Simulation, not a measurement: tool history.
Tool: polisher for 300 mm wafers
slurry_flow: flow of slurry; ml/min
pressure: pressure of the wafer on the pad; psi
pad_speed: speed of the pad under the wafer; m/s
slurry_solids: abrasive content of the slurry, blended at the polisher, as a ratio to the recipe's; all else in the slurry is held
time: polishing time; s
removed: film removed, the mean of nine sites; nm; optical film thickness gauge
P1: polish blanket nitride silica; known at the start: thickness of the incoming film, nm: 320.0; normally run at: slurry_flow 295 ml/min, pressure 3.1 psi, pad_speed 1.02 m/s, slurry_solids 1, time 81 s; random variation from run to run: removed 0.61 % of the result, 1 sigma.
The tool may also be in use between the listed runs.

| run | hour | slurry_flow | pressure | pad_speed | slurry_solids | time | wafers polished on this pad | hours since the slurry nozzle was cleaned | hours since the head pressure was calibrated | hours since the slurry blender was calibrated | hours since the conditioning disc was replaced | removed |
|---|---|---|---|---|---|---|---|---|---|---|---|---|
| 1 | 6.2 | 295 | 3.1 | 1.02 | 1 | 81 | 647 | 338.6 | 323.2 | 132.7 | 148 | 55.641 |
| 2 | 14.1 | 295 | 4.8 | 1.02 | 1 | 114 | 716 | 346.5 | 331.1 | 140.6 | 155.9 | 121.73 |
| 3 | 22 | 295 | 4.5 | 1.02 | 1 | 81 | 786 | 354.4 | 339 | 148.5 | 163.8 | 80.31 |
| 4 | 27.2 | 295 | 3.1 | 1.02 | 1 | 119 | 831 | 359.6 | 344.2 | 153.7 | 169 | 82.057 |
| 5 | 32.1 | 295 | 3.1 | 1.02 | 0.65 | 81 | 874 | 364.5 | 349.1 | 158.6 | 173.9 | 44.45 |
|  | 36.3 | slurry blender recalibrated |
| 6 | 37.3 | 175 | 3.1 | 1.02 | 1 | 81 | 920 | 369.7 | 354.3 | 1.1 | 179.1 | 51.953 |
| 7 | 48.3 | 295 | 3.1 | 1.02 | 1 | 81 | 1017 | 380.7 | 365.3 | 12.1 | 190.1 | 55.725 |
| 8 | 55.9 | 295 | 3.1 | 0.66 | 1 | 81 | 1083 | 388.3 | 372.9 | 19.7 | 197.7 | 39.258 |
| 9 | 61.7 | 450 | 3.1 | 1.02 | 1 | 81 | 1134 | 394.1 | 378.7 | 25.5 | 203.5 | 57 |
| 10 | 72.5 | 295 | 1.6 | 1.02 | 1 | 81 | 1229 | 404.9 | 389.5 | 36.3 | 214.3 | 28.603 |
| 11 | 78.7 | 295 | 3.1 | 1.02 | 1 | 81 | 1284 | 411.1 | 395.7 | 42.5 | 220.5 | 55.462 |
|  | 88 | slurry nozzle cleaned |
| 12 | 89.1 | 295 | 3.1 | 1.02 | 1 | 81 | 1375 | 1.2 | 406.1 | 52.9 | 230.9 | 55.598 |
| 13 | 98.3 | 295 | 3.1 | 1.6 | 1 | 81 | 1456 | 10.4 | 415.3 | 62.1 | 240.1 | 80.211 |
| 14 | 106.9 | 295 | 3.1 | 1.02 | 1.45 | 81 | 1531 | 19 | 423.9 | 70.7 | 248.7 | 63.917 |
| 15 | 111.9 | 295 | 3.1 | 1.02 | 1 | 44 | 1575 | 24 | 428.9 | 75.7 | 253.7 | 30.356 |
| 16 | 119 | 295 | 3.1 | 1.02 | 1 | 81 | 1637 | 31.1 | 436 | 82.8 | 260.8 | 55.575 |
| 17 | 127.5 | 295 | 3.1 | 1.44 | 1 | 108 | 1712 | 39.6 | 444.5 | 91.3 | 269.3 | 97.269 |
| 18 | 137.1 | 295 | 3.1 | 1.02 | 1 | 81 | 1796 | 49.2 | 454.1 | 100.9 | 278.9 | 55.252 |

Run 19 comes next. What will it give?
| 19 | 147.5 | 295 | 3.1 | 1.02 | 1 | 81 | 1888 | 59.6 | 464.5 | 111.3 | 289.3 | ? |

removed: 55 nm

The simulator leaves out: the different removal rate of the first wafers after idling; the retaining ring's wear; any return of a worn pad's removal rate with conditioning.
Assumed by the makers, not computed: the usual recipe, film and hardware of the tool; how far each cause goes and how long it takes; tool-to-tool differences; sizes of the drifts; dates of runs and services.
